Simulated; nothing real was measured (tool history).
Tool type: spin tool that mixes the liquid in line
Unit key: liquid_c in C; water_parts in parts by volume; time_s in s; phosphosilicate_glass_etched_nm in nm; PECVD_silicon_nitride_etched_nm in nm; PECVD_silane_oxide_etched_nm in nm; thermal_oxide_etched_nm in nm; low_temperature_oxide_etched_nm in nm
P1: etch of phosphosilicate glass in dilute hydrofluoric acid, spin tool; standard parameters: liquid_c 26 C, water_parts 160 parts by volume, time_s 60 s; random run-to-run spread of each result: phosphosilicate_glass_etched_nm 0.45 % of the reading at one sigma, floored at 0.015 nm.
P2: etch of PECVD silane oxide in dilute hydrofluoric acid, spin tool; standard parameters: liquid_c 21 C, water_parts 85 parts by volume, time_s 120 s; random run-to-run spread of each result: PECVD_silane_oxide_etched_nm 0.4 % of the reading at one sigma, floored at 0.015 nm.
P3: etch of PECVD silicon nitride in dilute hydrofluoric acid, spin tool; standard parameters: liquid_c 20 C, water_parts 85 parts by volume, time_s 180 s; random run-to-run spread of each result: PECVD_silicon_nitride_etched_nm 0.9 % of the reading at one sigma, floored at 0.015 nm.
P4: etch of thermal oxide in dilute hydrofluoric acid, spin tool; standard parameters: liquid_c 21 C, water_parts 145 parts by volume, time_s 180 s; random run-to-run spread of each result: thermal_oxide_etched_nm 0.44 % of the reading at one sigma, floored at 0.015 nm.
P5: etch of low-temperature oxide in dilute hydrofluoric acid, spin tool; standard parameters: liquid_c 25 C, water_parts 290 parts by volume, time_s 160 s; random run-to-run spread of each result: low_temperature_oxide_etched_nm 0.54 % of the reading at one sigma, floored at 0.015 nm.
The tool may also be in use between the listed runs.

run   hour  process  liquid_c  water_parts  time_s  phosphosilicate_glass_etched_nm  PECVD_silicon_nitride_etched_nm  PECVD_silane_oxide_etched_nm  thermal_oxide_etched_nm  low_temperature_oxide_etched_nm
  1    8.9       P1        26          160      60                           49.825
  2   18.7       P1        26          160      60                           49.786
  3   29.1       P3        20           85     180                                                            2.7784
  4     40       P3        20           85     260                                                            3.9629
  5   47.8       P3        20           20     180                                                            11.191
  6     55       P2        21          150     120                                                                                          15.246
  7   63.3       P4        21          145     180                                                                                                                   5.2376
  8   75.9       P1        26           90      60                           95.587
  9   86.3       P2        28           85     120                                                                                          38.272
 10  102.4       P3        17           85     180                                                            2.2654
 11  114.4       P1        26          160      15                           12.343
 12  130.3       P1      31.5          160      60                           60.508
 13  144.8       P4        21          230     180                                                                                                                   3.0384
 14    155       P1        26          160      60                           49.917
 15  168.8       P1        26          160      60                           49.591
 16  180.3       P5        25          290      15                                                                                                                                                   0.58911
 17  193.6       P1        20          160      60                           39.414
 18  203.5       P1        26          275      60                           25.433
 19  211.4       P1        26          160      60                            49.42
 20  225.5       P5        25          290     160                                                                                                                                                    6.3232
 21  237.5       P4        21          145      40                                                                                                                   1.1938
 22    249       P1        26          160      95                           78.851
 23  258.9       P1        26          160      60                           49.441
 24  272.7       P1      19.5          160      15                           9.6275
 25  283.8       P2        21           85     120                                                                                          28.865
 26  293.4       P5        25           50     160                                                                                                                                                    48.277
 27  307.9       P2        21           85      65                                                                                          15.761
 28  322.3       P4        17          145     180                                                                                                                   4.4684
 29  331.6       P1        26          160      60                           49.388
 30  347.5       P5        33          290     160                                                                                                                                                    8.0897
 31  356.6       P1        26          160      60                            48.99
 32  368.8       P1        26          160      60                           51.058
 33  383.7       P1        26          160      60                           51.522
 34  394.1       P1        26          160      60                           52.854
 35  402.2       P1        26          160      60                           52.527
 36  418.2       P1        26          160      60                           53.056
 37  430.9       P1        26          160      60                           53.331
 38  444.8       P1        26          160      60                           53.318
 39    458       P1        26          160      60                           53.305

The log shows P1 creeping away from where it was. Any of the 2 causes listed here, at the size stated for it, fits the log just as well as the others:
A: hydrofluoric acid flow above the setpoint (%) = 6.18
B: liquid hotter than its thermometer reads (K) = 1.93
The drift started at roughly hour 356.6.

Question marks stand in for the results of the 4 check runs listed below, each run on one wafer. Under which run would the listed causes show clearly different results?
check 1  471.2       P2      26.5          150     120                                                                                               ?
check 2  471.2       P4        21          225      40                                                                                                                        ?
check 3  471.2       P3        17           45     180                                                                 ?
check 4  471.2       P5        25           80     160                                                                                                                                                         ?

Expected result of each check under each candidate cause:
  check                           result     if A     if B
check 1     PECVD_silane_oxide_etched_nm   20.194   20.207
check 2          thermal_oxide_etched_nm  0.74795  0.74717
check 3  PECVD_silicon_nitride_etched_nm   4.4238   4.7847
check 4  low_temperature_oxide_etched_nm   30.905   31.222
How far apart the two closest causes lie, in the result that separates them most: check 1 0.06 %; check 2 0.1 %; check 3 7.84 %; check 4 1.02 %
Of the check runs offered, only check 3 discriminates between the causes; the rest would read about the same regardless of which cause applies.

Check 3 has now been run. It gave: PECVD_silicon_nitride_etched_nm 4.4599 nm. Which of the candidate causes is it?

Of the candidate causes, it is A: hydrofluoric acid flow above the setpoint (%).
